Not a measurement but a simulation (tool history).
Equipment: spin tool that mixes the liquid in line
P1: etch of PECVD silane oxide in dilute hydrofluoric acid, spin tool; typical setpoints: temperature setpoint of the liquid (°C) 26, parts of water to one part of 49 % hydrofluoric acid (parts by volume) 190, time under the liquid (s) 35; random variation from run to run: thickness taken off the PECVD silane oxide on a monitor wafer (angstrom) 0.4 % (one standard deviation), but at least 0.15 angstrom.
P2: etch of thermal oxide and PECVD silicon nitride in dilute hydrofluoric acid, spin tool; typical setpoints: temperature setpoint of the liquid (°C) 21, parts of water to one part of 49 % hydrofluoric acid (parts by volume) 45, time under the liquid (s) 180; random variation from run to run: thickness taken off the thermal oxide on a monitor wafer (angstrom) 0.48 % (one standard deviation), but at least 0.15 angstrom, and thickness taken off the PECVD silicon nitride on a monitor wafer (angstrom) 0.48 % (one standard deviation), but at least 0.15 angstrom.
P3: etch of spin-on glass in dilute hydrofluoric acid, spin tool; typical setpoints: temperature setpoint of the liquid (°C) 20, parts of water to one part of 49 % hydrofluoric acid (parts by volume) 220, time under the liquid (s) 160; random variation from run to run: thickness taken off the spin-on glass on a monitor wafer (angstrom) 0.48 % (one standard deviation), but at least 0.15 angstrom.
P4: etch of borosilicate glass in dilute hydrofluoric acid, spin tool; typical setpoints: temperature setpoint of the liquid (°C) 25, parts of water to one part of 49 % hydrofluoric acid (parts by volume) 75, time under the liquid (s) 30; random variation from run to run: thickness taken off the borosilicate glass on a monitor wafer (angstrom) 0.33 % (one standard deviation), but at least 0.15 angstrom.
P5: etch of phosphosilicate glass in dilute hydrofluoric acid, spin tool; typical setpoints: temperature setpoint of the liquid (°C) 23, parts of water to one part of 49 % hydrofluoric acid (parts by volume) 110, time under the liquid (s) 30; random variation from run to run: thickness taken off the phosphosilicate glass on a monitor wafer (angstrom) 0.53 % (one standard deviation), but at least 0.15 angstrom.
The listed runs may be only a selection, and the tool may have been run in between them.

run	day	process that ran	temperature setpoint of the liquid (°C)	parts of water to one part of 49 % hydrofluoric acid (parts by volume)	time under the liquid (s)	hours since the thermometer was replaced	hours since the hydrofluoric acid flow meter was replaced	thickness taken off the PECVD silane oxide on a monitor wafer (angstrom)	thickness taken off the borosilicate glass on a monitor wafer (angstrom)	thickness taken off the thermal oxide on a monitor wafer (angstrom)	thickness taken off the PECVD silicon nitride on a monitor wafer (angstrom)	thickness taken off the spin-on glass on a monitor wafer (angstrom)	thickness taken off the phosphosilicate glass on a monitor wafer (angstrom)
1	0.329	P1	26	190	35	275	123.4	55.935					
2	0.675	P1	26	190	35	283.3	131.7	55.885					
3	1.083	P4	32.5	75	30	293.1	141.5		225.48				
4	1.333	P1	26	190	15	299.1	147.5	24.17					
5	1.688	P2	21	45	180	307.6	156			170.43	167.27		
6	2.067	P2	21	45	180	316.7	165.1			171.52	167.9		
7	2.367	P3	20	220	15	323.9	172.3					18.653	
8	2.717	P1	20	190	35	332.3	180.7	44.734					
9	3.242	P1	26	190	65	344.9	193.3	104.54					
10	3.729	P2	17	45	180	356.6	205			142.63	125.15		
11	4.008	P3	26	220	160	363.3	211.7					249.04	
12	4.392	P1	19.5	190	60	372.5	220.9	75.12					
13	4.717	P1	26	190	35	380.3	228.7	55.727					
14	5.092	P3	20	220	160	389.3	237.7					199.15	
15	5.35	P1	30.5	190	35	395.5	243.9	65.201					
16	5.888	P4	25	125	30	408.4	256.8		94.354				
17	6.425	P5	19	110	30	421.3	269.7						148.69
18	6.946	P2	21	45	290	433.8	282.2			272.57	266.38		
19	7.358	P4	25	75	30	443.7	292.1		167.93				
20	7.904	P2	21	60	180	456.8	305.2			124.64	125.37		
21	8.346	P1	26	115	35	467.4	315.8	101.14					
22	8.688	P1	26	295	35	475.6	324	31.728					
23	9.146	P3	20	350	160	486.6	335					110.19	
# day 9.221: hydrofluoric acid flow meter replaced
24	9.404	P1	26	190	35	492.8	4.5	55.817					
25	9.75	P5	23	110	30	501.1	12.8						174.41
26	10.021	P1	26	190	35	507.6	19.3	55.991					
27	10.433	P1	26	190	35	517.5	29.2	56.568					
28	10.983	P3	20	220	160	530.7	42.4					199.62	
29	11.317	P4	25	75	15	538.7	50.4		84.027				
30	11.758	P5	23	110	15	549.3	61						86.983
31	12.3	P5	23	20	30	562.3	74						1073.9
32	12.688	P1	26	190	35	571.6	83.3	55.981					
33	13.162	P1	26	190	35	583	94.7	56.133					
34	13.488	P1	26	190	35	590.8	102.5	57.063					
35	13.858	P1	26	190	35	599.7	111.4	57.951					
36	14.188	P1	26	190	35	607.6	119.3	58.086					
37	14.562	P1	26	190	35	616.6	128.3	58.692					
38	14.892	P1	26	190	35	624.5	136.2	58.979					
39	15.233	P1	26	190	35	632.7	144.4	58.585					
40	15.796	P1	26	190	35	646.2	157.9	58.91					
41	16.317	P1	26	190	35	658.7	170.4	58.822					

The output of P1 has drifted from where it used to be. Each of the 2 causes below, taken at the size shown beside it, accounts for the log equally well:
A: liquid hotter than its thermometer reads (K) = 1.46
B: hydrofluoric acid flow above the setpoint (%) = 4.43
The process output started creeping at around day 13.162.

Question marks stand in for the results of the 4 check runs listed below, each run on one wafer. Under which run would the listed causes show clearly different results?
check 1	16.838	P5	23	110	15								?
check 2	16.838	P4	25	100	20				?				
check 3	16.838	P3	25	220	25							?	
check 4	16.838	P2	21	45	270					?	?		

How each check would come out, cause by cause:
check	result	if A	if B
check 1	thickness taken off the phosphosilicate glass on a monitor wafer (angstrom)	92.532	91.735
check 2	thickness taken off the borosilicate glass on a monitor wafer (angstrom)	86.188	85.479
check 3	thickness taken off the spin-on glass on a monitor wafer (angstrom)	39.449	39.496
check 4	thickness taken off the thermal oxide on a monitor wafer (angstrom)	271.93	267.7
check 4	thickness taken off the PECVD silicon nitride on a monitor wafer (angstrom)	275.53	259.95
Smallest distance between any two causes, each pair judged by its most separating result, in per cent: check 1 0.86 %; check 2 0.83 %; check 3 0.12 %; check 4 5.82 %
Check 4 is the one run that separates the causes; every other check would come out nearly the same whichever cause is at work.

Then check 4 was run and gave: thickness taken off the thermal oxide on a monitor wafer (angstrom) 272.6; thickness taken off the PECVD silicon nitride on a monitor wafer (angstrom) 277.15. Which cause is it?

The correct cause is A, namely: liquid hotter than its thermometer reads (K).
